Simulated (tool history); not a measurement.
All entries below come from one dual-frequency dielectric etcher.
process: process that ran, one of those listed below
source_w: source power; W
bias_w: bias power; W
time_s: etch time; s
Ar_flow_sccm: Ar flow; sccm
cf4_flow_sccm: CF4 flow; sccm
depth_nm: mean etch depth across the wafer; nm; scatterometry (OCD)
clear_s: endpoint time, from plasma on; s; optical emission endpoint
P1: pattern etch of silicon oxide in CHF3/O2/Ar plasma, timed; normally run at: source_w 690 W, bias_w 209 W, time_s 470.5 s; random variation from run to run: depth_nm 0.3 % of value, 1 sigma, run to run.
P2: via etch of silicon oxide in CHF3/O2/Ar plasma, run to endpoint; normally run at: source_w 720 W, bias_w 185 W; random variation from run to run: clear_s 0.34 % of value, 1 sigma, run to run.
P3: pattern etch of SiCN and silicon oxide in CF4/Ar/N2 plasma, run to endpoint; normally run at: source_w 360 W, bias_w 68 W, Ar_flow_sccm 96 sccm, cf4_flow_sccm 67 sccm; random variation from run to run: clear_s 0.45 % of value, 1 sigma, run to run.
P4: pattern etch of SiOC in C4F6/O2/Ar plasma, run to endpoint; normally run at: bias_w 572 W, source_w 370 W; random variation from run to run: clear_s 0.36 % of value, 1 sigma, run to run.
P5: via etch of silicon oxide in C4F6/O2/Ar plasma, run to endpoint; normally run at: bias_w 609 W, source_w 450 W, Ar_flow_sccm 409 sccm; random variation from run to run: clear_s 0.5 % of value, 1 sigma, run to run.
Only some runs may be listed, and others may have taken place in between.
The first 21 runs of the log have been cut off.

run   hour  process  source_w  bias_w  time_s  Ar_flow_sccm  cf4_flow_sccm  hours since the last wet clean  hours since the last source power generator calibration  hours since the last bias power generator calibration  depth_nm  clear_s
 22  208.4       P1       690     209   470.5                                                         59.5                                                   3360.4                                                  977.9    1045.7
 23  221.1       P3       500      68                    96             67                            72.2                                                   3373.1                                                  990.6             11.662
 24  230.9       P1       690     209     361                                                           82                                                   3382.9                                                 1000.4    804.82
 25  240.9       P1       690     147   310.5                                                           92                                                   3392.9                                                 1010.4    614.42
 26  252.3       P3       360      68                    96             87                           103.4                                                   3404.3                                                 1021.8             15.125
 27  263.4       P2       720     185                                                                114.5                                                   3415.4                                                 1032.9             384.04
 28  272.9       P5       450     609                   409                                            124                                                   3424.9                                                 1042.4             29.662
 29  285.5       P1       690     209   470.5                                                        136.6                                                   3437.5                                                   1055    1049.1
 30  291.5       P1       450     209   470.5                                                        142.6                                                   3443.5                                                   1061    888.24
 31  298.4       P1       850     209   470.5                                                        149.5                                                   3450.4                                                 1067.9    1132.4
 32  310.1       P1       690     209   470.5                                                        161.2                                                   3462.1                                                 1079.6    1044.5
 33  315.9       P1       690     209   470.5                                                          167                                                   3467.9                                                 1085.4    1038.3

Predict the results of run 34:
 34  327.3       P1       690     209   470.5                                                        178.4                                                   3479.3                                                 1096.8         ?

{"run 34": {"depth_nm": 1032.9}}
